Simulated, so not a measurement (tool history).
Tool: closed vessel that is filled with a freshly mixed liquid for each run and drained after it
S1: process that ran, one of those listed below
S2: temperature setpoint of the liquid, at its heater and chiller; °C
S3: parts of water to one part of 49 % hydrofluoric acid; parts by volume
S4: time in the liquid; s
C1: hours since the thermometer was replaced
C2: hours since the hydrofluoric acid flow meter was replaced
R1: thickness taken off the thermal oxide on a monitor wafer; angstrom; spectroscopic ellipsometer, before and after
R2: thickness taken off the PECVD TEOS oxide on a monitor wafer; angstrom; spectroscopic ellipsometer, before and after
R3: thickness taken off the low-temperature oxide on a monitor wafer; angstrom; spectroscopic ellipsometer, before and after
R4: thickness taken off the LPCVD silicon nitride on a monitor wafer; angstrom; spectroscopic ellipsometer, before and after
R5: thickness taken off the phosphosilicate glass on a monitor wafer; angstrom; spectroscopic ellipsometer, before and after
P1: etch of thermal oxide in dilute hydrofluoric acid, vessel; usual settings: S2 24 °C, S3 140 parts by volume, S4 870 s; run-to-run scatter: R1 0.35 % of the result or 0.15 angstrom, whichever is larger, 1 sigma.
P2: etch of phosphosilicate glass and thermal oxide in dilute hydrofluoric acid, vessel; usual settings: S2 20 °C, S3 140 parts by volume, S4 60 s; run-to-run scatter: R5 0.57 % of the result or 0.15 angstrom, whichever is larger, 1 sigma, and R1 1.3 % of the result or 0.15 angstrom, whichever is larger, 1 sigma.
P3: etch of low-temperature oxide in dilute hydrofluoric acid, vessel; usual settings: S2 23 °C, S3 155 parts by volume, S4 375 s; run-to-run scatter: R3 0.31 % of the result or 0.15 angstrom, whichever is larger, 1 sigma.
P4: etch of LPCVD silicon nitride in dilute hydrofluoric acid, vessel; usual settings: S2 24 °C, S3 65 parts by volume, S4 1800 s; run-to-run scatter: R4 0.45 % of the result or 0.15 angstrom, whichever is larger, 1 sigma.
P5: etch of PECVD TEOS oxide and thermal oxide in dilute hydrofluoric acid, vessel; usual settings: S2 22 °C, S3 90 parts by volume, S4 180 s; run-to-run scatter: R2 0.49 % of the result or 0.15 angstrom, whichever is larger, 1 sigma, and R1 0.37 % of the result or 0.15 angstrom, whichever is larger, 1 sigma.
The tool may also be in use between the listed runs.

run	hour	S1	S2	S3	S4	C1	C2	R1	R2	R3	R4	R5
1	5.8	P1	24	140	870	1818.1	649.8	264.73				
2	11.7	P1	24	60	870	1824	655.7	674.62				
3	18.4	P5	22	90	180	1830.7	662.4	85.76	419.13			
4	21.7	P1	32	140	870	1834	665.7	353.5				
5	28.2	P1	24	140	345	1840.5	672.2	104.79				
6	34	P3	17	155	375	1846.3	678			253.31		
7	39	P4	31.5	65	1800	1851.3	683				190.59	
8	45.3	P1	24	140	870	1857.6	689.3	263.45				
9	51.1	P3	23	155	375	1863.4	695.1			322.33		
10	56.9	P1	24	140	870	1869.2	700.9	265.09				
11	62	P5	22	35	180	1874.3	706	237.56	1159.9			
12	69	P1	24	140	870	1881.3	713	262.84				
13	75	P1	24	140	1450	1887.3	719	438.98				
14	80.7	P4	24	65	750	1893	724.7				49.319	
15	84.2	P2	20	140	60	1896.5	728.2	17.082				335.93
16	89.2	P1	24	140	870	1901.5	733.2	263.48				
17	93.1	P2	26.5	140	60	1905.4	737.1	22.4				428.23
18	98	P1	18.5	140	870	1910.3	742	212.14				
19	103.8	P4	24	65	1800	1916.1	747.8				117.88	
20	108.8	P3	23	235	375	1921.1	752.8			194.66		
21	115.6	P1	24	140	870	1927.9	759.6	263.78				
22	120.8	P4	24	105	1800	1933.1	764.8				72.932	
23	124	P1	24	55	1515	1936.3	768	1295.5				
24	128.4	P3	23	155	540	1940.7	772.4			461.66		
25	134.6	P5	22	90	30	1946.9	778.6	14.522	69.485			
26	138.1	P5	22	90	180	1950.4	782.1	86.514	420.06			
27	142.8	P5	17	90	180	1955.1	786.8	70.635	340.6			
28	148.9	P2	20	140	60	1961.2	792.9	17.475				332.97
29	154.4	P1	24	240	870	1966.7	798.4	137.15				
30	157.7	P2	20	140	100	1970	801.7	28.258				559.48
31	161.5	P2	20	25	60	1973.8	805.5	111.37				2110.3
32	166.5	P1	24	140	870	1978.8	810.5	263.99				
33	173.6	P1	24	140	870	1985.9	817.6	253.87				
34	180.1	P1	24	140	870	1992.4	824.1	248.09				
35	183.7	P1	24	140	870	1996	827.7	247.05				
36	188.3	P1	24	140	870	2000.6	832.3	245.93				
37	192.5	P1	24	140	870	2004.8	836.5	241.61				
38	199.8	P1	24	140	870	2012.1	843.8	241.19				
39	206.4	P1	24	140	870	2018.7	850.4	240.13				
40	212.7	P1	24	140	870	2025	856.7	240.33				
41	219.2	P1	24	140	870	2031.5	863.2	239.03				
42	225.7	P1	24	140	870	2038	869.7	239.94				
43	228.9	P1	24	140	870	2041.2	872.9	239.03				

What P1 gives has crept away from where it was. These 2 causes fit the log equally well, each at the size given:
A: liquid colder than its thermometer reads (K) = 2.45
B: hydrofluoric acid flow below the setpoint (%) = 7.84
The creep began at about hour 166.5.

4 check runs are offered, one wafer each, their results left as question marks. Which one tells the causes apart?
check 1	232.1	P4	24	65	1800						?	
check 2	232.1	P5	22	90	180			?	?			
check 3	232.1	P3	23	155	375					?		
check 4	232.1	P2	20	140	60			?				?

What each check would give under each cause:
check	result	if A	if B
check 1	R4	99.385	108.24
check 2	R1	78.171	78.946
check 2	R2	379.08	382.84
check 3	R3	292.14	291.93
check 4	R1	15.743	15.825
check 4	R5	301.84	303.41
How far apart the two closest causes lie, in the result that separates them most: check 1 8.53 %; check 2 0.99 %; check 3 0.07 %; check 4 0.52 %
Check 1 tells the causes apart: in the others they would give nearly the same result.

Check 1 was then run and gave: R4 100.57 angstrom. Which cause is it?

It is A: liquid colder than its thermometer reads (K).
